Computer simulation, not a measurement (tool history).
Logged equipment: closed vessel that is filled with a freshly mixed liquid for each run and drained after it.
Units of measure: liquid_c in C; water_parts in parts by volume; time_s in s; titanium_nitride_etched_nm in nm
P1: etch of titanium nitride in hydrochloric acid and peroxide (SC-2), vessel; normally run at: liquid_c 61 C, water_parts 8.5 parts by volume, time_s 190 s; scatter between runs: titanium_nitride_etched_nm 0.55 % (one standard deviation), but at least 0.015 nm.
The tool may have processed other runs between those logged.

run	hour	liquid_c	water_parts	time_s	titanium_nitride_etched_nm
1	3.6	61	8.5	190	9.7653
2	8.9	61	8.5	30	1.521
3	12.6	61	8.5	190	9.6635
4	16.2	61	4	190	17.058
5	20.5	61	8.5	190	9.7493
6	26.5	44.5	8.5	190	3.3203
7	30.2	61	8.5	190	9.718
8	33.5	61	8.5	295	15.015
9	37.3	61	11.5	100	4.0299
10	44.1	72	8.5	190	18.86
11	49.2	61	8.5	190	9.6399

The next listed run, before its measurement:
12	54.7	61	14	190	?

Logged for run 12: titanium_nitride_etched_nm 6.406 nm.
